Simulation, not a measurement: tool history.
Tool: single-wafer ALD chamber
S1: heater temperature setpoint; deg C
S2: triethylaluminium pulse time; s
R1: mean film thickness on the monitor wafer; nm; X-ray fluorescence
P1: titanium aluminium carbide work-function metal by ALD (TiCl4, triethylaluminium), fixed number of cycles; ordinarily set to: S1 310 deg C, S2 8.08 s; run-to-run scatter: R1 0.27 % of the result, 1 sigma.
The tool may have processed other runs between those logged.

run 1 hour=8.9 | S1=310 S2=8.08 | R1=2.0364
run 2 hour=25.9 | S1=286 S2=8.08 | R1=1.8233
run 3 hour=44 | S1=334 S2=8.08 | R1=2.2474
run 4 hour=60.4 | S1=310 S2=8.08 | R1=2.0346
run 5 hour=74.7 | S1=310 S2=8.08 | R1=2.0363
run 6 hour=91.5 | S1=310 S2=2.67 | R1=1.3052
run 7 hour=102.8 | S1=329 S2=6 | R1=2.0349
run 8 hour=111.6 | S1=310 S2=8.08 | R1=2.0346
run 9 hour=129.6 | S1=323 S2=4.88 | R1=1.8602
run 10 hour=146.2 | S1=310 S2=8.08 | R1=2.03
run 11 hour=160.9 | S1=310 S2=8.08 | R1=2.0292
run 12 hour=176.2 | S1=310 S2=8.08 | R1=2.0342
run 13 hour=185.7 | S1=310 S2=11.15 | R1=2.1194
run 14 hour=195.9 | S1=310 S2=8.08 | R1=2.0317

Estimate the outcome of run 15 from the log above:
run 15 hour=208 | S1=310 S2=8.08 | R1=?

{"run 15": {"R1": 2.0106}}
